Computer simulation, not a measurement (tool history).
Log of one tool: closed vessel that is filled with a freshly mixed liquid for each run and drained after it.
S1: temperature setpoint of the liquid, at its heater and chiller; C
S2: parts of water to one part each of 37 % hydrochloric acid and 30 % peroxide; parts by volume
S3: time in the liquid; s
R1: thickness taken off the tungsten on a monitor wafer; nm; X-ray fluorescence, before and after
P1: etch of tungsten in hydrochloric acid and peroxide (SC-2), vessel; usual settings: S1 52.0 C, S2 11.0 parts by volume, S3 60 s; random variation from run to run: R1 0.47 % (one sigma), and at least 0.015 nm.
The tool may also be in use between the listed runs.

{"run": 1, "hour": 9.5, "S1": 52.0, "S2": 11.0, "S3": 60, "R1": 15.597}
{"run": 2, "hour": 16.4, "S1": 52.0, "S2": 11.0, "S3": 60, "R1": 15.584}
{"run": 3, "hour": 28.9, "S1": 52.0, "S2": 18.5, "S3": 30, "R1": 4.9651}
{"run": 4, "hour": 35.2, "S1": 52.0, "S2": 11.0, "S3": 30, "R1": 7.7415}
{"run": 5, "hour": 41.8, "S1": 37.0, "S2": 11.0, "S3": 60, "R1": 5.5527}
{"run": 6, "hour": 49.3, "S1": 52.0, "S2": 17.0, "S3": 60, "R1": 10.678}
{"run": 7, "hour": 58.1, "S1": 52.0, "S2": 7.0, "S3": 30, "R1": 11.25}
{"run": 8, "hour": 70.4, "S1": 52.0, "S2": 11.0, "S3": 100, "R1": 25.849}
{"run": 9, "hour": 81.5, "S1": 63.5, "S2": 11.0, "S3": 60, "R1": 32.425}
{"run": 10, "hour": 93.9, "S1": 52.0, "S2": 11.0, "S3": 60, "R1": 15.545}
{"run": 11, "hour": 106.7, "S1": 52.0, "S2": 11.0, "S3": 60, "R1": 15.471}
{"run": 12, "hour": 115.0, "S1": 52.0, "S2": 19.5, "S3": 35, "R1": 5.4831}
{"run": 13, "hour": 120.5, "S1": 52.0, "S2": 4.0, "S3": 60, "R1": 33.455}
{"run": 14, "hour": 130.3, "S1": 52.0, "S2": 11.0, "S3": 60, "R1": 15.485}
{"run": 15, "hour": 139.7, "S1": 52.0, "S2": 11.0, "S3": 60, "R1": 16.051}
{"run": 16, "hour": 149.3, "S1": 52.0, "S2": 11.0, "S3": 60, "R1": 16.399}
{"run": 17, "hour": 160.6, "S1": 52.0, "S2": 11.0, "S3": 60, "R1": 16.707}
{"run": 18, "hour": 168.1, "S1": 52.0, "S2": 11.0, "S3": 60, "R1": 16.731}
{"run": 19, "hour": 179.4, "S1": 52.0, "S2": 11.0, "S3": 60, "R1": 16.936}
{"run": 20, "hour": 186.1, "S1": 52.0, "S2": 11.0, "S3": 60, "R1": 16.962}
{"run": 21, "hour": 198.1, "S1": 52.0, "S2": 11.0, "S3": 60, "R1": 16.976}
{"run": 22, "hour": 208.5, "S1": 52.0, "S2": 11.0, "S3": 60, "R1": 17.137}
{"run": 23, "hour": 220.0, "S1": 52.0, "S2": 11.0, "S3": 60, "R1": 16.954}
{"run": 24, "hour": 227.4, "S1": 52.0, "S2": 11.0, "S3": 60, "R1": 17.168}

What P1 gives has crept away from where it was. These 2 causes fit the log equally well, each at the size given:
A: chemicals flow above the setpoint (%) = 11.4
B: liquid hotter than its thermometer reads (K) = 1.39
The creep began at about hour 130.3.
Why every other cause is out:
peroxide weaker than its label (%): at most 8, which would move R1 by -7.4 %: too little, or the wrong way

4 check runs are offered, each on 2 wafers whose results are averaged, their results left as question marks. Which one tells the causes apart?
{"run": "check 1", "hour": 234.8, "S1": 60.5, "S2": 11.0, "S3": 60, "R1": "?"}
{"run": "check 2", "hour": 234.8, "S1": 61.5, "S2": 11.0, "S3": 30, "R1": "?"}
{"run": "check 3", "hour": 234.8, "S1": 57.5, "S2": 11.0, "S3": 95, "R1": "?"}
{"run": "check 4", "hour": 234.8, "S1": 40.0, "S2": 4.0, "S3": 60, "R1": "?"}

What each check would give under each cause:
check=check_1 result=R1 if_A=29.4690 if_B=29.3510
check=check_2 result=R1 if_A=15.6830 if_B=15.6120
check=check_3 result=R1 if_A=38.6110 if_B=38.5170
check=check_4 result=R1 if_A=15.9650 if_B=16.4130
How far apart the two closest causes lie, in the result that separates them most: check 1 0.4 %; check 2 0.45 %; check 3 0.24 %; check 4 2.77 %
Only check 4 tells the causes apart: in the others they would give nearly the same result.

Check 4 was then run and gave: R1 15.9190 nm. Which cause is it?

It is A: chemicals flow above the setpoint (%).
